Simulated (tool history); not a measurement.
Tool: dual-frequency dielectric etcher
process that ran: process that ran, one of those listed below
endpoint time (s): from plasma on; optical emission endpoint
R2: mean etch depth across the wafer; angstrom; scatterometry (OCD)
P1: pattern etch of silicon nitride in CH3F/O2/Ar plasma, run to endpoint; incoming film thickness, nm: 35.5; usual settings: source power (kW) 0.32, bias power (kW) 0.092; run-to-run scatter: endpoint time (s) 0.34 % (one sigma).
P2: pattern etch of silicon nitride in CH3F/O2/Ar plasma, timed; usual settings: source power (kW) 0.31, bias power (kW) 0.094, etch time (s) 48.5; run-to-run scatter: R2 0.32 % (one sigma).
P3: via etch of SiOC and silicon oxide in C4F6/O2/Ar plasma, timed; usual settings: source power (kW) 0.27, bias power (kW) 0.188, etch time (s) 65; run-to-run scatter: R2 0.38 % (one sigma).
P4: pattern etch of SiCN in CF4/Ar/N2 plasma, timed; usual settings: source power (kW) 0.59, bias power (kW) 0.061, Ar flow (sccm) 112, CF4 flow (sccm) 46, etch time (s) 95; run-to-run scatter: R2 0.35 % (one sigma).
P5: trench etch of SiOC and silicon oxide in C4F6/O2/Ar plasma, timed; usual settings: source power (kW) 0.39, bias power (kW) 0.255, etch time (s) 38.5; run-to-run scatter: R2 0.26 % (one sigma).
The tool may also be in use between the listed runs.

Run 1, hour 4.5: process that ran P1, source power (kW) 0.32, bias power (kW) 0.092. Result: endpoint time (s) 51.546.
Run 2, hour 10.1: process that ran P1, source power (kW) 0.32, bias power (kW) 0.092. Result: endpoint time (s) 51.388.
Run 3, hour 16.3: process that ran P3, source power (kW) 0.27, bias power (kW) 0.188, etch time (s) 65. Result: R2 620.41 angstrom.
Run 4, hour 20.9: process that ran P5, source power (kW) 0.39, bias power (kW) 0.255, etch time (s) 38.5. Result: R2 852.65 angstrom.
Run 5, hour 25.5: process that ran P1, source power (kW) 0.19, bias power (kW) 0.092. Result: endpoint time (s) 62.351.
Run 6, hour 34.1: process that ran P5, source power (kW) 0.48, bias power (kW) 0.255, etch time (s) 38.5. Result: R2 920.6 angstrom.
Run 7, hour 39.9: process that ran P2, source power (kW) 0.31, bias power (kW) 0.094, etch time (s) 30. Result: R2 207.16 angstrom.
Run 8, hour 45.7: process that ran P1, source power (kW) 0.4, bias power (kW) 0.092. Result: endpoint time (s) 47.157.
Run 9, hour 50.5: process that ran P1, source power (kW) 0.32, bias power (kW) 0.092. Result: endpoint time (s) 51.319.
Run 10, hour 56: process that ran P2, source power (kW) 0.31, bias power (kW) 0.094, etch time (s) 48.5. Result: R2 333.14 angstrom.
Run 11, hour 60.1: process that ran P2, source power (kW) 0.19, bias power (kW) 0.094, etch time (s) 48.5. Result: R2 279.48 angstrom.
Run 12, hour 65.3: process that ran P3, source power (kW) 0.32, bias power (kW) 0.188, etch time (s) 65. Result: R2 664.25 angstrom.
Run 13, hour 73.7: process that ran P5, source power (kW) 0.39, bias power (kW) 0.255, etch time (s) 38.5. Result: R2 854.83 angstrom.
Run 14, hour 77.6: process that ran P1, source power (kW) 0.23, bias power (kW) 0.12. Result: endpoint time (s) 52.357.
Run 15, hour 83.4: process that ran P1, source power (kW) 0.32, bias power (kW) 0.092. Result: endpoint time (s) 51.363.
Run 16, hour 87.6: process that ran P5, source power (kW) 0.39, bias power (kW) 0.173, etch time (s) 38.5. Result: R2 752.67 angstrom.
Run 17, hour 93.4: process that ran P4, source power (kW) 0.59, bias power (kW) 0.061, etch time (s) 95, Ar flow (sccm) 70, CF4 flow (sccm) 46. Result: R2 988.03 angstrom.
Run 18, hour 97.7: process that ran P1, source power (kW) 0.32, bias power (kW) 0.092. Result: endpoint time (s) 51.386.
Run 19, hour 102.8: process that ran P3, source power (kW) 0.27, bias power (kW) 0.188, etch time (s) 47.5. Result: R2 458.12 angstrom.
Run 20, hour 108.6: process that ran P4, source power (kW) 0.59, bias power (kW) 0.061, etch time (s) 95, Ar flow (sccm) 112, CF4 flow (sccm) 46. Result: R2 913.98 angstrom.
Run 21, hour 114.5: process that ran P1, source power (kW) 0.32, bias power (kW) 0.063. Result: endpoint time (s) 58.767.
Run 22, hour 123.2: process that ran P4, source power (kW) 0.59, bias power (kW) 0.072, etch time (s) 95, Ar flow (sccm) 112, CF4 flow (sccm) 46. Result: R2 969.8 angstrom.
Run 23, hour 130.8: process that ran P5, source power (kW) 0.39, bias power (kW) 0.255, etch time (s) 27. Result: R2 597.83 angstrom.
Run 24, hour 136.5: process that ran P2, source power (kW) 0.31, bias power (kW) 0.119, etch time (s) 48.5. Result: R2 362.21 angstrom.
Run 25, hour 142.6: process that ran P1, source power (kW) 0.22, bias power (kW) 0.066. Result: endpoint time (s) 66.905.
Run 26, hour 147.5: process that ran P4, source power (kW) 0.59, bias power (kW) 0.061, etch time (s) 60.5, Ar flow (sccm) 112, CF4 flow (sccm) 46. Result: R2 579.57 angstrom.
Run 27, hour 153.3: process that ran P4, source power (kW) 0.59, bias power (kW) 0.061, etch time (s) 95, Ar flow (sccm) 112, CF4 flow (sccm) 57. Result: R2 944.46 angstrom.
Run 28, hour 159.8: process that ran P1, source power (kW) 0.32, bias power (kW) 0.113. Result: endpoint time (s) 47.449.

The next listed run, before its measurement:
Run 29, hour 168.2: process that ran P3, source power (kW) 0.27, bias power (kW) 0.225, etch time (s) 65. Result: R2 ?.

R2: 667.01 angstrom
